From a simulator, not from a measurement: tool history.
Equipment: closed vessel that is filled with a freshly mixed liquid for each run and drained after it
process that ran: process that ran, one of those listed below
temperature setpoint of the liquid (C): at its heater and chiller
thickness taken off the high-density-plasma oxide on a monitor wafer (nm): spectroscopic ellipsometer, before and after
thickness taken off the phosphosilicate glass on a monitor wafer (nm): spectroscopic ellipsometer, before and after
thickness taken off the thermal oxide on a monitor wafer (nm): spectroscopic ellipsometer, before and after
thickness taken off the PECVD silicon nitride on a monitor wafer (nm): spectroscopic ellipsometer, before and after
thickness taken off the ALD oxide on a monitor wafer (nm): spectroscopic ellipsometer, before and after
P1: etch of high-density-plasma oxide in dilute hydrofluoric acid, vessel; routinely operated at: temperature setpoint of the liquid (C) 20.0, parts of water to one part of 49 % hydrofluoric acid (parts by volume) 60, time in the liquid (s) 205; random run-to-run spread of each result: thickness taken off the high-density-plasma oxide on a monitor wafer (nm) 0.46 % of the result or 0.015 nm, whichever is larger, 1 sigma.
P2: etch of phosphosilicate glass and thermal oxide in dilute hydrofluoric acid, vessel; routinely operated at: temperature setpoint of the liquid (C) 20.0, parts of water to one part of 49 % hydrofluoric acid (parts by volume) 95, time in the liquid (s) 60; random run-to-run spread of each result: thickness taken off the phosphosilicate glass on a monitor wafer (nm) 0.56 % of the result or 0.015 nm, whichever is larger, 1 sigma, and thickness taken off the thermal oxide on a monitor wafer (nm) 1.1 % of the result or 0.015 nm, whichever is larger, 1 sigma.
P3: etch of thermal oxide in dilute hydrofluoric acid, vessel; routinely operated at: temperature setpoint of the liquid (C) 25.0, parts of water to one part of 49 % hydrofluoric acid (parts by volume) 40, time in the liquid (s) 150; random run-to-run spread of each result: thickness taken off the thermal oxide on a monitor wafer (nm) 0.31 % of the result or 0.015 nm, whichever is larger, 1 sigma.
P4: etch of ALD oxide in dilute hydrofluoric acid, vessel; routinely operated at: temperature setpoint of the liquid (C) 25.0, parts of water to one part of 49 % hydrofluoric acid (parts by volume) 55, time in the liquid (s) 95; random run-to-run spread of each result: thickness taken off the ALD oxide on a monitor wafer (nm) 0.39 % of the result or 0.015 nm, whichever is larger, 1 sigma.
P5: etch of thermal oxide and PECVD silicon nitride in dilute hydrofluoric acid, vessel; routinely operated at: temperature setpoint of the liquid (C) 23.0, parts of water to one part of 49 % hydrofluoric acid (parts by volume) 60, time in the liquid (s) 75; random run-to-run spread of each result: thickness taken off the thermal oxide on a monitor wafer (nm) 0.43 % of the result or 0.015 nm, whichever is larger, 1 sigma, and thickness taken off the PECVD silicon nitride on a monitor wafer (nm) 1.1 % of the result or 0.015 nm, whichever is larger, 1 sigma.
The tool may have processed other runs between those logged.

run	hour	process that ran	temperature setpoint of the liquid (C)	parts of water to one part of 49 % hydrofluoric acid (parts by volume)	time in the liquid (s)	thickness taken off the high-density-plasma oxide on a monitor wafer (nm)	thickness taken off the phosphosilicate glass on a monitor wafer (nm)	thickness taken off the thermal oxide on a monitor wafer (nm)	thickness taken off the PECVD silicon nitride on a monitor wafer (nm)	thickness taken off the ALD oxide on a monitor wafer (nm)
1	12.8	P1	20.0	60	205	18.5960				
2	30.0	P2	20.0	95	60		32.759	2.6185		
3	39.3	P1	24.5	90	205	14.3110				
4	48.6	P5	23.0	60	75			5.8470	2.0155	
5	66.0	P2	27.5	95	60		44.266	3.4448		
6	78.9	P3	25.0	40	150			20.1350		
7	87.2	P3	18.0	40	150			14.9170		
8	102.8	P3	25.0	20	150			41.4340		
9	114.2	P4	29.0	55	95					28.549
10	130.5	P1	20.0	60	400	36.2370				
11	139.5	P5	17.0	60	75			4.5300	1.3176	
12	150.1	P1	20.0	95	205	11.3370				
13	168.8	P1	20.0	60	90	8.1876				
14	177.8	P5	23.0	25	75			14.8000	4.5987	
15	189.6	P2	20.0	95	35		19.151	1.5290		
16	201.7	P1	20.0	90	330	19.3550				
17	215.7	P4	25.0	55	95					24.501
18	224.9	P1	20.0	60	205	18.5420				
19	237.5	P5	23.0	60	115			9.0379	3.0483	
20	246.3	P3	25.0	40	220			29.5730		
21	262.1	P3	25.0	40	150			20.0510		
22	278.6	P1	17.0	60	205	16.4400				
23	291.6	P1	20.0	60	205	18.6520				
24	308.7	P4	25.0	30	95					46.539
25	320.9	P4	25.0	55	30					7.731
26	336.2	P2	20.0	30	60		111.650	9.0865		
27	353.6	P1	20.0	20	205	58.4900				
28	366.6	P1	20.0	60	205	18.6760				
29	376.8	P1	24.5	60	205	22.5940				
30	395.4	P1	20.0	60	205	18.7470				
31	404.9	P1	20.0	60	205	19.0710				
32	418.2	P1	20.0	60	205	19.6990				
33	430.8	P1	20.0	60	205	19.8880				
34	446.7	P1	20.0	60	205	20.2460				
35	462.0	P1	20.0	60	205	20.1510				
36	478.6	P1	20.0	60	205	20.3650				
37	495.6	P1	20.0	60	205	20.5090				
38	510.4	P1	20.0	60	205	20.4100				

Compared with where it was, what P1 gives has crept away. Each cause listed below fits the log as well as the rest, at the size given for it:
A: hydrofluoric acid flow above the setpoint (%) = 8.86
B: liquid hotter than its thermometer reads (K) = 2.18
Onset of the creep was near hour 395.4.

Each of the check runs listed below is run on 2 wafers and reports their average, with the results left as question marks. Pick the one under which the possible causes would lead to clearly different results.
check 1	525.2	P3	25.0	40	150			?		
check 2	525.2	P4	25.0	55	95					?
check 3	525.2	P5	23.0	60	75			?	?	
check 4	525.2	P2	20.0	95	60		?	?		

Expected result of each check under each candidate cause:
check	result	if A	if B
check 1	thickness taken off the thermal oxide on a monitor wafer (nm)	22.0030	21.9920
check 2	thickness taken off the ALD oxide on a monitor wafer (nm)	26.820	26.735
check 3	thickness taken off the thermal oxide on a monitor wafer (nm)	6.4233	6.4096
check 3	thickness taken off the PECVD silicon nitride on a monitor wafer (nm)	2.1795	2.3215
check 4	thickness taken off the phosphosilicate glass on a monitor wafer (nm)	35.834	35.667
check 4	thickness taken off the thermal oxide on a monitor wafer (nm)	2.8520	2.8388
Separation of the two closest causes in each check, using whichever result separates them best: check 1 0.05 %; check 2 0.32 %; check 3 6.31 %; check 4 0.47 %
Check 3 is the one run that separates the causes; every other check would come out nearly the same whichever cause is at work.

Here is what check 3 returned: thickness taken off the thermal oxide on a monitor wafer (nm) 6.4155; thickness taken off the PECVD silicon nitride on a monitor wafer (nm) 2.2951. Which cause is it?

The cause is B: liquid hotter than its thermometer reads (K).

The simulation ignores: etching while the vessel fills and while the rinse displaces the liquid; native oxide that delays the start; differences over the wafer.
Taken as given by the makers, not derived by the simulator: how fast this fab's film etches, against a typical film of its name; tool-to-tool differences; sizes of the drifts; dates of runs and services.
